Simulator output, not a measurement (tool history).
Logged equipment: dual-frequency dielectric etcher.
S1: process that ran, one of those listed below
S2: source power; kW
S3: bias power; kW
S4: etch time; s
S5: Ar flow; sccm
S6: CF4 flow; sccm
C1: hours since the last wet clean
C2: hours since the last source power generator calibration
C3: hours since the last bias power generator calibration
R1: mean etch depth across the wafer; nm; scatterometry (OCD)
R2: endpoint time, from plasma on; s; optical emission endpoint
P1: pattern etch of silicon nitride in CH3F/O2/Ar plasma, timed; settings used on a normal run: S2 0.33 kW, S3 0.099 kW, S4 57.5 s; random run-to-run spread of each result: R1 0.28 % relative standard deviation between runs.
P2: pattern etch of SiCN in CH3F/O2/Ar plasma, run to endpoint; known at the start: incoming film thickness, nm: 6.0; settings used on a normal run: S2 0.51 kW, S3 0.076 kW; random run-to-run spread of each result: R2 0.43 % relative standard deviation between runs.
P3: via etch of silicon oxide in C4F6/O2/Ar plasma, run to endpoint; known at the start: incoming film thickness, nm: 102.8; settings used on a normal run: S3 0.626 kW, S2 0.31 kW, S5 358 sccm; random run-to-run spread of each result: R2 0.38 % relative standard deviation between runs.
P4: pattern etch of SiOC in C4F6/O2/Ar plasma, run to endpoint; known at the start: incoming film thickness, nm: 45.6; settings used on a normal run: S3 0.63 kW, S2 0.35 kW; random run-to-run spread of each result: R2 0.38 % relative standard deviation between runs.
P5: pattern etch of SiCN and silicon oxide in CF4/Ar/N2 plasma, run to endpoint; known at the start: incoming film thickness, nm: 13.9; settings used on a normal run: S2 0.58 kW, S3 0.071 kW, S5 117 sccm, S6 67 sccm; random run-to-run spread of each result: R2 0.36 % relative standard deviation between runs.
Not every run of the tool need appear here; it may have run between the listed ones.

run,hour,S1,S2,S3,S4,S5,S6,C1,C2,C3,R1,R2
1,9.3,P1,0.33,0.099,57.5,,,358.7,1016.3,660.1,41.904,
2,17.2,P5,0.47,0.071,,117,67,366.6,1024.2,668,,15.585
3,26,P3,0.31,0.626,,358,,375.4,1033,676.8,,24.055
4,35.3,P1,0.44,0.099,57.5,,,384.7,1042.3,686.1,46.417,
5,41.4,P3,0.31,0.626,,500,,390.8,1048.4,692.2,,25.18
6,48.4,P1,0.45,0.126,57.5,,,397.8,1055.4,699.2,51.121,
7,53.7,P1,0.33,0.099,57.5,,,403.1,1060.7,704.5,41.654,
8,60.1,P5,0.58,0.071,,117,91,409.5,1067.1,710.9,,12.431
9,71.6,P1,0.33,0.099,80,,,421,1078.6,722.4,57.834,
10,78.2,P4,0.35,0.63,,,,427.6,1085.2,729,,14.5
11,88.2,P3,0.31,0.817,,358,,437.6,1095.2,739,,21.687
12,93.9,P3,0.31,0.626,,358,,443.3,1100.9,744.7,,24.141
13,104.9,P1,0.33,0.099,57.5,,,454.3,1111.9,755.7,41.755,
14,113.8,P3,0.24,0.626,,358,,463.2,1120.8,764.6,,26.428
15,123.9,P2,0.51,0.076,,,,473.3,1130.9,774.7,,14.573
16,132.8,P4,0.44,0.63,,,,482.2,1139.8,783.6,,13.326
17,141.2,P1,0.33,0.138,57.5,,,490.6,1148.2,792,47.269,
18,148,P5,0.58,0.071,,160,67,497.4,1155,798.8,,13.751
19,156.9,P5,0.58,0.045,,117,67,506.3,1163.9,807.7,,15.032
20,166.3,P1,0.22,0.099,57.5,,,515.7,1173.3,817.1,35.998,
21,176.3,P4,0.35,0.473,,,,525.7,1183.3,827.1,,16.234
22,182.7,P5,0.58,0.071,,117,67,532.1,1189.7,833.5,,12.936
23,188.2,P1,0.33,0.099,33.5,,,537.6,1195.2,839,24.3,
24,198.5,P2,0.3,0.076,,,,547.9,1205.5,849.3,,17.84
25,206.8,P1,0.33,0.078,57.5,,,556.2,1213.8,857.6,38.276,
26,218.5,P1,0.22,0.06,57.5,,,567.9,1225.5,869.3,30.024,
27,230.6,P2,0.51,0.098,,,,580,1237.6,881.4,,13.325
28,238.8,P1,0.33,0.099,57.5,,,588.2,1245.8,889.6,41.643,
29,248.8,P5,0.58,0.071,,117,67,598.2,1255.8,899.6,,13.05
30,255.6,P1,0.33,0.099,57.5,,,605,1262.6,906.4,41.577,
31,262.7,P2,0.51,0.076,,,,612.1,1269.7,913.5,,14.639
32,273.3,P1,0.33,0.099,57.5,,,622.7,1280.3,924.1,41.818,
33,280.1,P1,0.33,0.099,57.5,,,629.5,1287.1,930.9,41.559,
34,290.6,P1,0.33,0.099,57.5,,,640,1297.6,941.4,41.523,
35,298.2,P1,0.33,0.099,57.5,,,647.6,1305.2,949,41.44,
36,305.6,P1,0.33,0.099,57.5,,,655,1312.6,956.4,41.113,
37,313.2,P1,0.33,0.099,57.5,,,662.6,1320.2,964,41.275,
# hour 317: wet clean of the chamber
38,322.2,P1,0.33,0.099,57.5,,,5.2,1329.2,973,41.16,
39,333.1,P1,0.33,0.099,57.5,,,16.1,1340.1,983.9,41.133,
40,344.2,P1,0.33,0.099,57.5,,,27.2,1351.2,995,41.09,
41,352.6,P1,0.33,0.099,57.5,,,35.6,1359.6,1003.4,41.1,
42,359.1,P1,0.33,0.099,57.5,,,42.1,1366.1,1009.9,41.06,

P1 no longer gives what it gave before; its output has crept away from where it was. The following 2 causes, each at its listed size, fit the log equally well:
A: source power that arrives under what is set, % = 4.01
B: bias power that arrives under what is set, % = 4.03
Creep in the process output first set in at about hour 273.3.
Other possible causes, and why each is ruled out:
chamber walls in a state that lowers the etch rate, %: serviced at hour 317, after the drift had started, without restoring the earlier output

The 4 check runs listed below each average the results of 2 wafers, and their outcomes are marked with question marks. Under which run would the listed causes produce clearly different results?
check 1,365.6,P3,0.31,0.626,,358,,,,,,?
check 2,365.6,P2,0.51,0.076,,,,,,,,?
check 3,365.6,P4,0.35,0.63,,,,,,,,?
check 4,365.6,P5,0.58,0.071,,117,67,,,,,?

How each check would come out, cause by cause:
check,result,if A,if B
check 1,R2,24.389,24.417
check 2,R2,14.821,14.806
check 3,R2,14.72,14.734
check 4,R2,13.487,13.192
Smallest distance between any two causes, each pair judged by its most separating result, in per cent: check 1 0.11 %; check 2 0.1 %; check 3 0.1 %; check 4 2.21 %
Check 4 tells the causes apart: in the others they would give nearly the same result.

With check 4 done, the readings were: R2 13.455 s. Identify which of the listed causes applies.

The correct cause is A, namely: source power that arrives under what is set, %.
